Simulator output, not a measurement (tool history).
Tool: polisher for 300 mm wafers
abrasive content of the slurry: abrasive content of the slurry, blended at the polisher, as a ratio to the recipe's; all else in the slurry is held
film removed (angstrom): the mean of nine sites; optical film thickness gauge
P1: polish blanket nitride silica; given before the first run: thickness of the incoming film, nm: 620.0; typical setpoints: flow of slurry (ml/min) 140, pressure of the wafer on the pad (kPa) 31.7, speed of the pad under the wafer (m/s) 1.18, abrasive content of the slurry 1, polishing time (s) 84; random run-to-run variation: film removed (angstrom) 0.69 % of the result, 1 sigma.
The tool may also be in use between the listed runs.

run   hour  flow of slurry (ml/min)  pressure of the wafer on the pad (kPa)  speed of the pad under the wafer (m/s)  abrasive content of the slurry  polishing time (s)  wafers polished on this pad  hours since the slurry nozzle was cleaned  hours since the head pressure was calibrated  hours since the slurry blender was calibrated  hours since the conditioning disc was replaced  film removed (angstrom)
  1   14.1                      140                                    31.7                                    1.18                               1                  84                          401                                      156.4                                         889.4                                           36.4                                            38.8                   904.39
  2   23.6                      140                                    31.7                                    1.18                               1                  48                          457                                      165.9                                         898.9                                           45.9                                            48.3                   521.69
  3   36.9                      140                                    31.7                                    1.18                            1.45                  84                          534                                      179.2                                         912.2                                           59.2                                            61.6                   1070.4
  4   48.6                      140                                    31.7                                    1.18                               1                 123                          603                                      190.9                                         923.9                                           70.9                                            73.3                   1317.7
  5   57.5                      140                                      20                                    1.18                               1                  84                          655                                      199.8                                         932.8                                           79.8                                            82.2                   572.34
  6   71.4                      140                                    31.7                                    1.18                               1                  84                          736                                      213.7                                         946.7                                           93.7                                            96.1                   900.93
  7   78.5                      140                                    31.7                                    1.18                               1                  84                          777                                      220.8                                         953.8                                          100.8                                           103.2                   896.58
  8   90.3                      140                                    31.7                                    1.18                               1                  84                          846                                      232.6                                         965.6                                          112.6                                             115                   895.11
  9  103.4                      140                                    31.7                                    1.88                               1                  84                          922                                      245.7                                         978.7                                          125.7                                           128.1                   1292.3
 10  117.1                      225                                    31.7                                    1.18                               1                  84                         1002                                      259.4                                         992.4                                          139.4                                           141.8                   978.95
 11  130.1                      140                                    31.7                                    1.18                            0.55                  84                         1078                                      272.4                                        1005.4                                          152.4                                           154.8                   648.18
 12  140.2                      140                                    31.7                                    1.18                               1                  84                         1137                                      282.5                                        1015.5                                          162.5                                           164.9                   895.11
 13  149.2                      140                                    48.3                                    1.18                               1                  84                         1189                                      291.5                                        1024.5                                          171.5                                           173.9                   1362.3
 14  164.3                       85                                    31.7                                    1.18                               1                  84                         1277                                      306.6                                        1039.6                                          186.6                                             189                   804.22
 15  172.6                      140                                    31.7                                    1.18                            1.25                 113                         1326                                      314.9                                        1047.9                                          194.9                                           197.3                   1315.2
 16  182.2                      140                                    31.7                                    0.74                               1                  84                         1382                                      324.5                                        1057.5                                          204.5                                           206.9                   622.43
 17  192.9                      140                                    31.7                                    1.18                               1                  84                         1444                                      335.2                                        1068.2                                          215.2                                           217.6                   904.43
 18  207.4                      140                                    31.7                                    1.18                               1                  84                         1528                                      349.7                                        1082.7                                          229.7                                           232.1                   826.66
 19  216.5                      140                                    31.7                                    1.18                               1                  84                         1582                                      358.8                                        1091.8                                          238.8                                           241.2                   803.41
     218.2  -- slurry nozzle cleaned
 20    230                      140                                    31.7                                    1.18                               1                  84                         1660                                       11.9                                        1105.3                                          252.3                                           254.7                   783.84
     233.5  -- head pressure recalibrated
     235.4  -- conditioning disc replaced and pad reconditioned
 21  237.6                      140                                    31.7                                    1.18                               1                  84                         1705                                       19.5                                           4.2                                          259.9                                             2.2                   793.63
 22  246.6                      140                                    31.7                                    1.18                               1                  84                         1757                                       28.5                                          13.2                                          268.9                                            11.2                   778.17
 23  254.1                      140                                    31.7                                    1.18                               1                  84                         1801                                         36                                          20.7                                          276.4                                            18.7                   772.38

Compared with where it was, what P1 gives has crept away. Each cause listed below fits the log as well as the rest, at the size given for it:
A: removal rate lost through wear of the pad, % = 13.3
B: abrasive missing from the slurry, % = 25.2
At approximately hour 192.9, the process output began to creep.
The rest of the possible causes, and what rules out each one:
slurry flow missing at the pad, %: serviced at hour 218.2, after the drift had started, without restoring the earlier output
head's pressure below its setpoint, %: serviced at hour 233.5, after the drift had started, without restoring the earlier output
time polished since the conditioner stopped cutting, s: serviced at hour 235.4, after the drift had started, without restoring the earlier output

Which of the 4 check runs listed below, each an average over 5 wafers with its results shown as question marks, gives clearly different results under the different listed causes?
check 1  261.6                       85                                    46.9                                    1.18                               1                  84                                                                                                                                                                                                                                             ?
check 2  261.6                      215                                    31.7                                    1.18                               1                  84                                                                                                                                                                                                                                             ?
check 3  261.6                      140                                    31.7                                    1.18                             0.7                 114                                                                                                                                                                                                                                             ?
check 4  261.6                       85                                    31.7                                    1.82                               1                  84                                                                                                                                                                                                                                             ?

Outcome of each check run for each possible cause:
  check                   result    if A    if B
check 1  film removed (angstrom)    1031  1031.2
check 2  film removed (angstrom)  835.56  835.76
check 3  film removed (angstrom)  889.38  867.05
check 4  film removed (angstrom)  986.39  986.62
Gap, in per cent, between the two causes that each check separates least, read from the result that separates them most: check 1 0.02 %; check 2 0.02 %; check 3 2.54 %; check 4 0.02 %
Check 3 distinguishes between the causes, while the remaining checks would return nearly the same result for all of them.

Then check 3 was run and gave: film removed (angstrom) 890.91. Which cause is it?

A is the cause: removal rate lost through wear of the pad, %.
